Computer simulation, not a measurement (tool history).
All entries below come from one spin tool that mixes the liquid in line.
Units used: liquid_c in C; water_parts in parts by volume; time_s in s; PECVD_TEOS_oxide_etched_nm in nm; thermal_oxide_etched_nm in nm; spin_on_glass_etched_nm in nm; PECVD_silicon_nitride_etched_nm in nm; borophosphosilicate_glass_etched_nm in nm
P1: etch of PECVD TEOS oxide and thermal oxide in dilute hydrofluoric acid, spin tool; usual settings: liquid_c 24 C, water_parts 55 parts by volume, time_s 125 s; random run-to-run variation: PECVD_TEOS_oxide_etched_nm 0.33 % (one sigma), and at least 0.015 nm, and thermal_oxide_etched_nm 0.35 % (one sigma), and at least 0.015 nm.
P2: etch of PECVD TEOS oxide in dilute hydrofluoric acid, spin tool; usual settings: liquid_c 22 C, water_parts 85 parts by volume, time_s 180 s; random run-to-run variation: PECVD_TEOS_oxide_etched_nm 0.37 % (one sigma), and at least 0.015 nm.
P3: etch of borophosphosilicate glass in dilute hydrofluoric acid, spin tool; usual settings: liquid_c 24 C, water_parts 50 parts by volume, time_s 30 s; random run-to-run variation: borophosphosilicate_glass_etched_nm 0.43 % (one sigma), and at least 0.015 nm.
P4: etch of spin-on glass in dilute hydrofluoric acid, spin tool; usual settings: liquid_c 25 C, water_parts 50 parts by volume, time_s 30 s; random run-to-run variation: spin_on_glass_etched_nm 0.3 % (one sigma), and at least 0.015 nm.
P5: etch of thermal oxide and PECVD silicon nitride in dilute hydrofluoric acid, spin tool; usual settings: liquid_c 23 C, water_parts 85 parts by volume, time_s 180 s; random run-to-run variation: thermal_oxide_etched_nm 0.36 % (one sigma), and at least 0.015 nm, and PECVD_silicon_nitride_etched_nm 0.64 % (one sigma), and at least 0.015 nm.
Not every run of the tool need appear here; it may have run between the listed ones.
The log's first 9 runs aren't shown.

| run | hour | process | liquid_c | water_parts | time_s | PECVD_TEOS_oxide_etched_nm | thermal_oxide_etched_nm | spin_on_glass_etched_nm | PECVD_silicon_nitride_etched_nm | borophosphosilicate_glass_etched_nm |
|---|---|---|---|---|---|---|---|---|---|---|
| 10 | 79.2 | P1 | 24 | 55 | 125 | 41.2360 | 11.59100 |  |  |  |
| 11 | 85.7 | P3 | 24 | 50 | 30 |  |  |  |  | 17.0960 |
| 12 | 93.7 | P2 | 29 | 85 | 180 | 35.7460 |  |  |  |  |
| 13 | 99.7 | P5 | 23 | 85 | 180 |  | 9.82820 |  | 3.46680 |  |
| 14 | 106.2 | P3 | 24 | 50 | 15 |  |  |  |  | 8.5036 |
| 15 | 112.7 | P3 | 24 | 50 | 30 |  |  |  |  | 16.9500 |
| 16 | 118.1 | P1 | 24 | 55 | 125 | 41.1050 | 11.62800 |  |  |  |
| 17 | 126.9 | P1 | 24 | 20 | 195 | 184.4800 | 52.05700 |  |  |  |
| 18 | 132.5 | P2 | 22 | 85 | 40 | 6.0351 |  |  |  |  |
| 19 | 141.1 | P1 | 24 | 55 | 15 | 4.9319 | 1.39660 |  |  |  |
| 20 | 146.2 | P5 | 18 | 85 | 180 |  | 8.02980 |  | 2.46820 |  |
| 21 | 151.8 | P5 | 23 | 55 | 180 |  | 15.77400 |  | 5.28530 |  |

Forecast run 22:
| 22 | 161.9 | P2 | 22 | 85 | 180 | ? |  |  |  |  |

Logged for run 22: PECVD_TEOS_oxide_etched_nm 27.2990 nm.
